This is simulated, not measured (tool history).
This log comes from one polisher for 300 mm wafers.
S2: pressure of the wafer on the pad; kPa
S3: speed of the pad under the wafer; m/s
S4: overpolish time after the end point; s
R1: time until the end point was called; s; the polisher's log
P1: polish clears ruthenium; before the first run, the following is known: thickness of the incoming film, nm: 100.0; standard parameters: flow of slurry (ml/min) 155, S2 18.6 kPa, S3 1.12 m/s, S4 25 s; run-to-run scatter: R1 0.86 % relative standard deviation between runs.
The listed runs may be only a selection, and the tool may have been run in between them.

{"run": 1, "hour": 5.0, "flow of slurry (ml/min)": 155, "S2": 18.6, "S3": 1.12, "S4": 25, "R1": 69.382}
{"run": 2, "hour": 12.8, "flow of slurry (ml/min)": 240, "S2": 18.6, "S3": 1.12, "S4": 25, "R1": 64.864}
{"run": 3, "hour": 20.9, "flow of slurry (ml/min)": 155, "S2": 18.6, "S3": 0.64, "S4": 25, "R1": 119.6}
{"run": 4, "hour": 28.9, "flow of slurry (ml/min)": 155, "S2": 18.6, "S3": 1.66, "S4": 25, "R1": 46.405}
{"run": 5, "hour": 35.1, "flow of slurry (ml/min)": 155, "S2": 18.6, "S3": 1.12, "S4": 25, "R1": 69.142}
{"run": 6, "hour": 43.2, "flow of slurry (ml/min)": 155, "S2": 28.3, "S3": 1.12, "S4": 25, "R1": 45.586}
{"run": 7, "hour": 50.4, "flow of slurry (ml/min)": 155, "S2": 18.6, "S3": 1.12, "S4": 25, "R1": 69.705}
{"run": 8, "hour": 55.9, "flow of slurry (ml/min)": 225, "S2": 18.6, "S3": 1.56, "S4": 25, "R1": 46.949}
{"run": 9, "hour": 63.8, "flow of slurry (ml/min)": 155, "S2": 18.6, "S3": 1.12, "S4": 25, "R1": 69.629}
{"run": 10, "hour": 71.4, "flow of slurry (ml/min)": 155, "S2": 10.3, "S3": 1.12, "S4": 25, "R1": 123.14}
{"run": 11, "hour": 76.1, "flow of slurry (ml/min)": 155, "S2": 18.6, "S3": 1.12, "S4": 49, "R1": 69.314}
{"run": 12, "hour": 80.6, "flow of slurry (ml/min)": 155, "S2": 18.6, "S3": 1.12, "S4": 13, "R1": 69.088}
{"run": 13, "hour": 88.3, "flow of slurry (ml/min)": 155, "S2": 18.6, "S3": 1.12, "S4": 25, "R1": 68.185}
{"run": 14, "hour": 93.7, "flow of slurry (ml/min)": 155, "S2": 18.6, "S3": 1.12, "S4": 25, "R1": 68.091}
{"run": 15, "hour": 100.2, "flow of slurry (ml/min)": 105, "S2": 18.6, "S3": 1.12, "S4": 25, "R1": 73.874}
{"run": 16, "hour": 109.2, "flow of slurry (ml/min)": 155, "S2": 18.6, "S3": 1.12, "S4": 25, "R1": 68.899}
{"run": 17, "hour": 118.0, "flow of slurry (ml/min)": 155, "S2": 18.6, "S3": 1.12, "S4": 25, "R1": 72.187}
{"run": 18, "hour": 125.1, "flow of slurry (ml/min)": 155, "S2": 18.6, "S3": 1.12, "S4": 25, "R1": 74.576}
{"run": 19, "hour": 130.5, "flow of slurry (ml/min)": 155, "S2": 18.6, "S3": 1.12, "S4": 25, "R1": 75.06}
{"run": 20, "hour": 139.6, "flow of slurry (ml/min)": 155, "S2": 18.6, "S3": 1.12, "S4": 25, "R1": 75.982}
{"hour": 141.4, "done": "head pressure recalibrated"}
{"run": 21, "hour": 148.9, "flow of slurry (ml/min)": 155, "S2": 18.6, "S3": 1.12, "S4": 25, "R1": 75.768}
{"run": 22, "hour": 153.9, "flow of slurry (ml/min)": 155, "S2": 18.6, "S3": 1.12, "S4": 25, "R1": 75.751}

What P1 gives has crept off from where it sat before. The 2 causes that follow fit the log equally well, each at the size noted:
A: removal rate lost through wear of the pad, % = 9.02
B: slurry flow missing at the pad, % = 36.6
The creep began at about hour 109.2.
All other causes, with the reason each is excluded:
head's pressure below its setpoint, %: serviced at hour 141.4, after the change had begun; the process did not return to its earlier output

The list below offers 4 check runs, each averaging the results of 5 wafers, and shows each result as a question mark. For which of them would the listed causes give clearly different results?
{"run": "check 1", "hour": 158.9, "flow of slurry (ml/min)": 155, "S2": 10.3, "S3": 0.64, "S4": 25, "R1": "?"}
{"run": "check 2", "hour": 158.9, "flow of slurry (ml/min)": 155, "S2": 13.1, "S3": 1.12, "S4": 42, "R1": "?"}
{"run": "check 3", "hour": 158.9, "flow of slurry (ml/min)": 155, "S2": 13.8, "S3": 1.12, "S4": 47, "R1": "?"}
{"run": "check 4", "hour": 158.9, "flow of slurry (ml/min)": 230, "S2": 18.6, "S3": 1.12, "S4": 25, "R1": "?"}

How each check would come out, cause by cause:
check=check_1 result=R1 if_A=238.71 if_B=238.73
check=check_2 result=R1 if_A=107.69 if_B=107.7
check=check_3 result=R1 if_A=102.3 if_B=102.31
check=check_4 result=R1 if_A=71.702 if_B=69.674
Separation of the two closest causes in each check, using whichever result separates them best: check 1 0.01 %; check 2 0.01 %; check 3 0.01 %; check 4 2.87 %
Check 4 tells the causes apart: in the others they would give nearly the same result.

Here is what check 4 returned: R1 71.743 s. Which cause is it?

The correct cause is A, namely: removal rate lost through wear of the pad, %.
